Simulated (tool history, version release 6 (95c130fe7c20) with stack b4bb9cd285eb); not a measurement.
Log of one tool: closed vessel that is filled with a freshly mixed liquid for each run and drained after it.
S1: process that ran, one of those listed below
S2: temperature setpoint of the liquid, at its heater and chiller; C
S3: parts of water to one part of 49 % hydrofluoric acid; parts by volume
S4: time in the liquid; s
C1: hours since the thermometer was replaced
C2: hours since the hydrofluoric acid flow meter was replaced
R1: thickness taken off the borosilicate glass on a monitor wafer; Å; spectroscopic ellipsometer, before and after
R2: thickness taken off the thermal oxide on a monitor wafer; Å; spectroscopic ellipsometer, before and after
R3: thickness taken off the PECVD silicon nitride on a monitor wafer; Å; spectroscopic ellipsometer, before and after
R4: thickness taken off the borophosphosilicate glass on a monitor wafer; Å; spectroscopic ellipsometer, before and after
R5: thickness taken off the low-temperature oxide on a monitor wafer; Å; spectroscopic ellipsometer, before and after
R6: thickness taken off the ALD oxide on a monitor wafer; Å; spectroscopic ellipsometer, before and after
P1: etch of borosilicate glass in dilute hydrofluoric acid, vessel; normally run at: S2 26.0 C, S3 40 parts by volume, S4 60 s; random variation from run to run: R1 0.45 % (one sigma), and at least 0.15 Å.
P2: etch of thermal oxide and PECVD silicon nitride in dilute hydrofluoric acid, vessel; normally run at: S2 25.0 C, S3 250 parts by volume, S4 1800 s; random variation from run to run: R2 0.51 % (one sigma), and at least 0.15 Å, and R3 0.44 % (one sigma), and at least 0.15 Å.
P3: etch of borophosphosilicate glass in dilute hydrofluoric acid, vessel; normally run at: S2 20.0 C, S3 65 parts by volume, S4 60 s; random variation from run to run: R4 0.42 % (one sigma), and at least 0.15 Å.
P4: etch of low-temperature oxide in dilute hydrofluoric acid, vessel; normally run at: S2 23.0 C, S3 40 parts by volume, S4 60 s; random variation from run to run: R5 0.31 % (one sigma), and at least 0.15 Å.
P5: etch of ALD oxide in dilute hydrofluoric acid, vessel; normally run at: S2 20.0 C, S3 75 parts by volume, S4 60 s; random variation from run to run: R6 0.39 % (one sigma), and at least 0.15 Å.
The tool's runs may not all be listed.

run 1 hour=6.0 | S1=P1 S2=26.0 S3=40 S4=60 | C1=149.7 C2=1102.9 | R1=544.52
run 2 hour=9.6 | S1=P1 S2=26.0 S3=65 S4=110 | C1=153.3 C2=1106.5 | R1=593.76
run 3 hour=12.9 | S1=P2 S2=25.0 S3=250 S4=820 | C1=156.6 C2=1109.8 | R2=132.78 R3=83.584
run 4 hour=17.4 | S1=P1 S2=26.0 S3=40 S4=30 | C1=161.1 C2=1114.3 | R1=271.16
run 5 hour=24.4 | S1=P1 S2=26.0 S3=20 S4=60 | C1=168.1 C2=1121.3 | R1=1110.00
run 6 hour=28.5 | S1=P1 S2=26.0 S3=40 S4=60 | C1=172.2 C2=1125.4 | R1=541.84
run 7 hour=32.9 | S1=P1 S2=34.0 S3=40 S4=60 | C1=176.6 C2=1129.8 | R1=747.18
run 8 hour=40.1 | S1=P1 S2=26.0 S3=40 S4=60 | C1=183.8 C2=1137.0 | R1=544.06
run 9 hour=47.5 | S1=P2 S2=25.0 S3=250 S4=1800 | C1=191.2 C2=1144.4 | R2=291.53 R3=182.630
run 10 hour=51.6 | S1=P3 S2=25.5 S3=65 S4=60 | C1=195.3 C2=1148.5 | R4=266.01
run 11 hour=58.4 | S1=P4 S2=23.0 S3=65 S4=60 | C1=202.1 C2=1155.3 | R5=235.45
run 12 hour=64.7 | S1=P5 S2=20.0 S3=75 S4=85 | C1=208.4 C2=1161.6 | R6=315.77
run 13 hour=68.3 | S1=P1 S2=26.0 S3=40 S4=60 | C1=212.0 C2=1165.2 | R1=542.86
run 14 hour=71.9 | S1=P3 S2=20.0 S3=65 S4=105 | C1=215.6 C2=1168.8 | R4=371.86
run 15 hour=76.4 | S1=P1 S2=26.0 S3=70 S4=60 | C1=220.1 C2=1173.3 | R1=298.80
run 16 hour=80.1 | S1=P4 S2=19.0 S3=40 S4=60 | C1=223.8 C2=1177.0 | R5=332.82
run 17 hour=83.7 | S1=P1 S2=22.5 S3=40 S4=60 | C1=227.4 C2=1180.6 | R1=468.62
run 18 hour=88.2 | S1=P3 S2=20.0 S3=65 S4=60 | C1=231.9 C2=1185.1 | R4=213.64
run 19 hour=95.5 | S1=P2 S2=25.0 S3=250 S4=1800 | C1=239.2 C2=1192.4 | R2=293.82 R3=181.880
run 20 hour=102.7 | S1=P4 S2=23.0 S3=40 S4=60 | C1=246.4 C2=1199.6 | R5=397.33
run 21 hour=107.5 | S1=P2 S2=19.0 S3=250 S4=1800 | C1=251.2 C2=1204.4 | R2=230.88 R3=124.630
run 22 hour=112.8 | S1=P4 S2=23.0 S3=40 S4=110 | C1=256.5 C2=1209.7 | R5=726.69
run 23 hour=117.3 | S1=P1 S2=26.0 S3=40 S4=60 | C1=261.0 C2=1214.2 | R1=538.20
run 24 hour=120.7 | S1=P2 S2=25.0 S3=60 S4=1800 | C1=264.4 C2=1217.6 | R2=1524.90 R3=751.200
run 25 hour=124.8 | S1=P5 S2=20.0 S3=25 S4=60 | C1=268.5 C2=1221.7 | R6=706.54
run 26 hour=129.1 | S1=P3 S2=20.0 S3=110 S4=60 | C1=272.8 C2=1226.0 | R4=119.36
run 27 hour=135.5 | S1=P3 S2=20.0 S3=65 S4=60 | C1=279.2 C2=1232.4 | R4=211.58
run 28 hour=140.5 | S1=P5 S2=17.0 S3=75 S4=60 | C1=284.2 C2=1237.4 | R6=194.56
run 29 hour=145.4 | S1=P4 S2=23.0 S3=40 S4=60 | C1=289.1 C2=1242.3 | R5=395.63
run 30 hour=151.4 | S1=P1 S2=26.0 S3=40 S4=60 | C1=295.1 C2=1248.3 | R1=541.77
run 31 hour=156.1 | S1=P1 S2=26.0 S3=55 S4=35 | C1=299.8 C2=1253.0 | R1=225.29
run 32 hour=160.8 | S1=P5 S2=20.0 S3=75 S4=60 | C1=304.5 C2=1257.7 | R6=223.17
run 33 hour=164.6 | S1=P1 S2=32.5 S3=40 S4=30 | C1=308.3 C2=1261.5 | R1=350.74
run 34 hour=170.0 | S1=P1 S2=26.0 S3=40 S4=115 | C1=313.7 C2=1266.9 | R1=1036.00
run 35 hour=175.8 | S1=P1 S2=26.0 S3=40 S4=60 | C1=319.5 C2=1272.7 | R1=540.70
run 36 hour=180.3 | S1=P1 S2=26.0 S3=40 S4=60 | C1=324.0 C2=1277.2 | R1=567.42
run 37 hour=185.1 | S1=P1 S2=26.0 S3=40 S4=60 | C1=328.8 C2=1282.0 | R1=581.71
run 38 hour=188.4 | S1=P1 S2=26.0 S3=40 S4=60 | C1=332.1 C2=1285.3 | R1=583.22
run 39 hour=193.4 | S1=P1 S2=26.0 S3=40 S4=60 | C1=337.1 C2=1290.3 | R1=586.24
run 40 hour=199.0 | S1=P1 S2=26.0 S3=40 S4=60 | C1=342.7 C2=1295.9 | R1=591.20
run 41 hour=204.5 | S1=P1 S2=26.0 S3=40 S4=60 | C1=348.2 C2=1301.4 | R1=589.19

What P1 gives has crept away from where it was. These 2 causes fit the log equally well, each at the size given:
A: liquid hotter than its thermometer reads (K) = 2.2
B: hydrofluoric acid flow above the setpoint (%) = 8.83
The creep began at about hour 175.8.

4 check runs are offered, one wafer each, their results left as question marks. Which one tells the causes apart?
run check 1 hour=210.0 | S1=P2 S2=25.0 S3=250 S4=1800 | R2=? R3=?
run check 2 hour=210.0 | S1=P4 S2=23.0 S3=40 S4=60 | R5=?
run check 3 hour=210.0 | S1=P3 S2=20.0 S3=65 S4=60 | R4=?
run check 4 hour=210.0 | S1=P5 S2=20.0 S3=75 S4=60 | R6=?

What each check would give under each cause:
check=check_1 result=R2 if_A=314.31 if_B=323.60
check=check_1 result=R3 if_A=209.450 if_B=199.320
check=check_2 result=R5 if_A=433.43 if_B=432.47
check=check_3 result=R4 if_A=232.82 if_B=232.62
check=check_4 result=R6 if_A=243.34 if_B=243.53
How far apart the two closest causes lie, in the result that separates them most: check 1 4.96 %; check 2 0.22 %; check 3 0.09 %; check 4 0.08 %
Check 1 tells the causes apart: in the others they would give nearly the same result.

Then check 1 was run and gave: R2 325.56 Å; R3 200.250 Å. Which cause is it?

It is B: hydrofluoric acid flow above the setpoint (%).

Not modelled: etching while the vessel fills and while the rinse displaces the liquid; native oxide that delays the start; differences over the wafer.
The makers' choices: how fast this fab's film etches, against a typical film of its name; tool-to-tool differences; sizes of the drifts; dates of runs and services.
